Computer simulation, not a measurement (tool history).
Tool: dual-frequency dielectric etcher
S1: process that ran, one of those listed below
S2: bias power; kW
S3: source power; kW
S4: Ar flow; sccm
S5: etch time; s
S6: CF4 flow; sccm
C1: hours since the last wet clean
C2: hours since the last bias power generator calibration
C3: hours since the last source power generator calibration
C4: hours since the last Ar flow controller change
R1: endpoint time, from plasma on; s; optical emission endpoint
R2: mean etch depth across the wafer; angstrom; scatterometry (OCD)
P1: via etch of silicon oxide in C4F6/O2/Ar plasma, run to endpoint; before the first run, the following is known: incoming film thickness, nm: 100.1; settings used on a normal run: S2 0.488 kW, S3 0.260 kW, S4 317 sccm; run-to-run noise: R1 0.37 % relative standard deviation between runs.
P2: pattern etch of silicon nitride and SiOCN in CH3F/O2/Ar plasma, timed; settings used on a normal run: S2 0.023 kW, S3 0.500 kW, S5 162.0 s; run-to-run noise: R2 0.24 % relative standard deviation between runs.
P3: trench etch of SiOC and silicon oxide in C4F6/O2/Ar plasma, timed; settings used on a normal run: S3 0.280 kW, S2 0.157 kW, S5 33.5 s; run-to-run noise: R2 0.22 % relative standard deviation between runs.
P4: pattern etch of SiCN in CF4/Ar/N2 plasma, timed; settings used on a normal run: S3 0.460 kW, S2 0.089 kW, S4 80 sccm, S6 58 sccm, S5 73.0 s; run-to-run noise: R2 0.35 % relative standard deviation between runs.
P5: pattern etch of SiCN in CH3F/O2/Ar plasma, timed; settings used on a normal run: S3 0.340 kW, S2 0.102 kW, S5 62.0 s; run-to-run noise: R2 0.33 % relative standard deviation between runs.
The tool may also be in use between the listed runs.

{"run": 1, "hour": 13.6, "S1": "P1", "S2": 0.488, "S3": 0.26, "S4": 317, "C1": 173.6, "C2": 3766.8, "C3": 675.3, "C4": 3399.2, "R1": 26.96}
{"run": 2, "hour": 29.1, "S1": "P1", "S2": 0.298, "S3": 0.26, "S4": 388, "C1": 189.1, "C2": 3782.3, "C3": 690.8, "C4": 3414.7, "R1": 33.053}
{"run": 3, "hour": 39.9, "S1": "P3", "S2": 0.157, "S3": 0.28, "S5": 48.5, "C1": 199.9, "C2": 3793.1, "C3": 701.6, "C4": 3425.5, "R2": 808.45}
{"run": 4, "hour": 51.6, "S1": "P1", "S2": 0.604, "S3": 0.26, "S4": 317, "C1": 211.6, "C2": 3804.8, "C3": 713.3, "C4": 3437.2, "R1": 24.834}
{"run": 5, "hour": 62.9, "S1": "P1", "S2": 0.488, "S3": 0.26, "S4": 317, "C1": 222.9, "C2": 3816.1, "C3": 724.6, "C4": 3448.5, "R1": 26.834}
{"run": 6, "hour": 71.1, "S1": "P2", "S2": 0.023, "S3": 0.5, "S5": 89.0, "C1": 231.1, "C2": 3824.3, "C3": 732.8, "C4": 3456.7, "R2": 128.37}
{"run": 7, "hour": 84.3, "S1": "P4", "S2": 0.089, "S3": 0.46, "S4": 80, "S5": 73.0, "S6": 58, "C1": 244.3, "C2": 3837.5, "C3": 746.0, "C4": 3469.9, "R2": 691.53}
{"hour": 91.7, "done": "wet clean of the chamber"}
{"run": 8, "hour": 95.8, "S1": "P4", "S2": 0.089, "S3": 0.46, "S4": 80, "S5": 73.0, "S6": 34, "C1": 4.2, "C2": 3849.0, "C3": 757.5, "C4": 3481.4, "R2": 638.58}
{"run": 9, "hour": 105.1, "S1": "P2", "S2": 0.023, "S3": 0.5, "S5": 162.0, "C1": 13.5, "C2": 3858.3, "C3": 766.8, "C4": 3490.7, "R2": 232.35}
{"run": 10, "hour": 119.1, "S1": "P1", "S2": 0.488, "S3": 0.26, "S4": 429, "C1": 27.5, "C2": 3872.3, "C3": 780.8, "C4": 3504.7, "R1": 27.759}
{"run": 11, "hour": 129.6, "S1": "P3", "S2": 0.157, "S3": 0.36, "S5": 33.5, "C1": 38.0, "C2": 3882.8, "C3": 791.3, "C4": 3515.2, "R2": 617.82}
{"run": 12, "hour": 144.0, "S1": "P5", "S2": 0.102, "S3": 0.34, "S5": 62.0, "C1": 52.4, "C2": 3897.2, "C3": 805.7, "C4": 3529.6, "R2": 248.71}
{"run": 13, "hour": 154.8, "S1": "P2", "S2": 0.03, "S3": 0.5, "S5": 162.0, "C1": 63.2, "C2": 3908.0, "C3": 816.5, "C4": 3540.4, "R2": 262.5}
{"run": 14, "hour": 166.8, "S1": "P3", "S2": 0.198, "S3": 0.28, "S5": 33.5, "C1": 75.2, "C2": 3920.0, "C3": 828.5, "C4": 3552.4, "R2": 602.5}
{"run": 15, "hour": 178.9, "S1": "P2", "S2": 0.023, "S3": 0.5, "S5": 162.0, "C1": 87.3, "C2": 3932.1, "C3": 840.6, "C4": 3564.5, "R2": 232.67}
{"run": 16, "hour": 193.9, "S1": "P1", "S2": 0.488, "S3": 0.26, "S4": 317, "C1": 102.3, "C2": 3947.1, "C3": 855.6, "C4": 3579.5, "R1": 26.903}
{"run": 17, "hour": 200.9, "S1": "P4", "S2": 0.089, "S3": 0.46, "S4": 80, "S5": 73.0, "S6": 58, "C1": 109.3, "C2": 3954.1, "C3": 862.6, "C4": 3586.5, "R2": 696.26}
{"run": 18, "hour": 213.6, "S1": "P1", "S2": 0.488, "S3": 0.26, "S4": 317, "C1": 122.0, "C2": 3966.8, "C3": 875.3, "C4": 3599.2, "R1": 27.011}
{"run": 19, "hour": 221.0, "S1": "P1", "S2": 0.488, "S3": 0.32, "S4": 317, "C1": 129.4, "C2": 3974.2, "C3": 882.7, "C4": 3606.6, "R1": 24.941}
{"run": 20, "hour": 229.6, "S1": "P1", "S2": 0.306, "S3": 0.26, "S4": 317, "C1": 138.0, "C2": 3982.8, "C3": 891.3, "C4": 3615.2, "R1": 31.91}
{"run": 21, "hour": 241.3, "S1": "P5", "S2": 0.134, "S3": 0.34, "S5": 62.0, "C1": 149.7, "C2": 3994.5, "C3": 903.0, "C4": 3626.9, "R2": 276.66}
{"run": 22, "hour": 251.6, "S1": "P3", "S2": 0.157, "S3": 0.28, "S5": 33.5, "C1": 160.0, "C2": 4004.8, "C3": 913.3, "C4": 3637.2, "R2": 557.2}
{"run": 23, "hour": 260.3, "S1": "P1", "S2": 0.488, "S3": 0.26, "S4": 190, "C1": 168.7, "C2": 4013.5, "C3": 922.0, "C4": 3645.9, "R1": 25.477}
{"run": 24, "hour": 274.3, "S1": "P1", "S2": 0.488, "S3": 0.16, "S4": 317, "C1": 182.7, "C2": 4027.5, "C3": 936.0, "C4": 3659.9, "R1": 32.158}
{"run": 25, "hour": 281.8, "S1": "P2", "S2": 0.023, "S3": 0.67, "S5": 162.0, "C1": 190.2, "C2": 4035.0, "C3": 943.5, "C4": 3667.4, "R2": 257.45}
{"run": 26, "hour": 289.9, "S1": "P4", "S2": 0.089, "S3": 0.46, "S4": 80, "S5": 106.5, "S6": 58, "C1": 198.3, "C2": 4043.1, "C3": 951.6, "C4": 3675.5, "R2": 1006.9}
{"run": 27, "hour": 302.8, "S1": "P5", "S2": 0.102, "S3": 0.23, "S5": 62.0, "C1": 211.2, "C2": 4056.0, "C3": 964.5, "C4": 3688.4, "R2": 216.33}
{"run": 28, "hour": 317.8, "S1": "P4", "S2": 0.089, "S3": 0.62, "S4": 80, "S5": 73.0, "S6": 58, "C1": 226.2, "C2": 4071.0, "C3": 979.5, "C4": 3703.4, "R2": 899.06}
{"run": 29, "hour": 325.6, "S1": "P4", "S2": 0.056, "S3": 0.46, "S4": 80, "S5": 73.0, "S6": 58, "C1": 234.0, "C2": 4078.8, "C3": 987.3, "C4": 3711.2, "R2": 590.93}
{"run": 30, "hour": 335.2, "S1": "P5", "S2": 0.102, "S3": 0.34, "S5": 40.5, "C1": 243.6, "C2": 4088.4, "C3": 996.9, "C4": 3720.8, "R2": 163.87}
{"run": 31, "hour": 348.3, "S1": "P4", "S2": 0.089, "S3": 0.46, "S4": 56, "S5": 73.0, "S6": 58, "C1": 256.7, "C2": 4101.5, "C3": 1010.0, "C4": 3733.9, "R2": 727.71}
{"run": 32, "hour": 362.1, "S1": "P1", "S2": 0.488, "S3": 0.26, "S4": 317, "C1": 270.5, "C2": 4115.3, "C3": 1023.8, "C4": 3747.7, "R1": 26.848}
{"run": 33, "hour": 370.9, "S1": "P1", "S2": 0.488, "S3": 0.26, "S4": 317, "C1": 279.3, "C2": 4124.1, "C3": 1032.6, "C4": 3756.5, "R1": 26.981}
{"run": 34, "hour": 381.3, "S1": "P1", "S2": 0.488, "S3": 0.26, "S4": 317, "C1": 289.7, "C2": 4134.5, "C3": 1043.0, "C4": 3766.9, "R1": 27.237}
{"run": 35, "hour": 393.5, "S1": "P1", "S2": 0.488, "S3": 0.26, "S4": 317, "C1": 301.9, "C2": 4146.7, "C3": 1055.2, "C4": 3779.1, "R1": 27.082}
{"run": 36, "hour": 403.1, "S1": "P1", "S2": 0.488, "S3": 0.26, "S4": 317, "C1": 311.5, "C2": 4156.3, "C3": 1064.8, "C4": 3788.7, "R1": 27.28}
{"hour": 409.7, "done": "wet clean of the chamber"}
{"run": 37, "hour": 410.8, "S1": "P1", "S2": 0.488, "S3": 0.26, "S4": 317, "C1": 1.1, "C2": 4164.0, "C3": 1072.5, "C4": 3796.4, "R1": 27.419}
{"run": 38, "hour": 420.0, "S1": "P1", "S2": 0.488, "S3": 0.26, "S4": 317, "C1": 10.3, "C2": 4173.2, "C3": 1081.7, "C4": 3805.6, "R1": 27.256}
{"run": 39, "hour": 430.4, "S1": "P1", "S2": 0.488, "S3": 0.26, "S4": 317, "C1": 20.7, "C2": 4183.6, "C3": 1092.1, "C4": 3816.0, "R1": 27.405}
{"run": 40, "hour": 442.7, "S1": "P1", "S2": 0.488, "S3": 0.26, "S4": 317, "C1": 33.0, "C2": 4195.9, "C3": 1104.4, "C4": 3828.3, "R1": 27.366}
{"run": 41, "hour": 455.3, "S1": "P1", "S2": 0.488, "S3": 0.26, "S4": 317, "C1": 45.6, "C2": 4208.5, "C3": 1117.0, "C4": 3840.9, "R1": 27.613}

The output of P1 has drifted from where it used to be. Each of the 2 causes below, taken at the size shown beside it, accounts for the log equally well:
A: bias power that arrives under what is set, % = 4.75
B: source power that arrives under what is set, % = 4.91
The onset of the drift is placed at about hour 362.1.
The rest of the possible causes, and what rules out each one:
chamber walls in a state that lowers the etch rate, %: serviced after onset, at hour 409.7, with no recovery of the prior output
Ar flow that arrives over what is set, %: at most 8, which would move R1 by +0.9 %: too little, or the wrong way

Question marks stand in for the results of the 4 check runs listed below, each run on one wafer. Under which run would the listed causes show clearly different results?
{"run": "check 1", "hour": 467.9, "S1": "P5", "S2": 0.102, "S3": 0.25, "S5": 51.0, "R2": "?"}
{"run": "check 2", "hour": 467.9, "S1": "P3", "S2": 0.184, "S3": 0.28, "S5": 46.5, "R2": "?"}
{"run": "check 3", "hour": 467.9, "S1": "P4", "S2": 0.071, "S3": 0.58, "S4": 80, "S5": 73.0, "S6": 58, "R2": "?"}
{"run": "check 4", "hour": 467.9, "S1": "P2", "S2": 0.023, "S3": 0.67, "S5": 162.0, "R2": "?"}

Check results expected under each cause:
check=check_1 result=R2 if_A=180.63 if_B=180.72
check=check_2 result=R2 if_A=804.69 if_B=801.79
check=check_3 result=R2 if_A=772.01 if_B=750.67
check=check_4 result=R2 if_A=252.38 if_B=253.20
Smallest distance between any two causes, each pair judged by its most separating result, in per cent: check 1 0.05 %; check 2 0.36 %; check 3 2.8 %; check 4 0.32 %
Only in check 3 would the causes give clearly different results; in the remaining checks their results would be nearly the same.

After running check 3, the following was obtained: R2 751.57 angstrom. Which cause does this point to?

The correct cause is B, namely: source power that arrives under what is set, %.
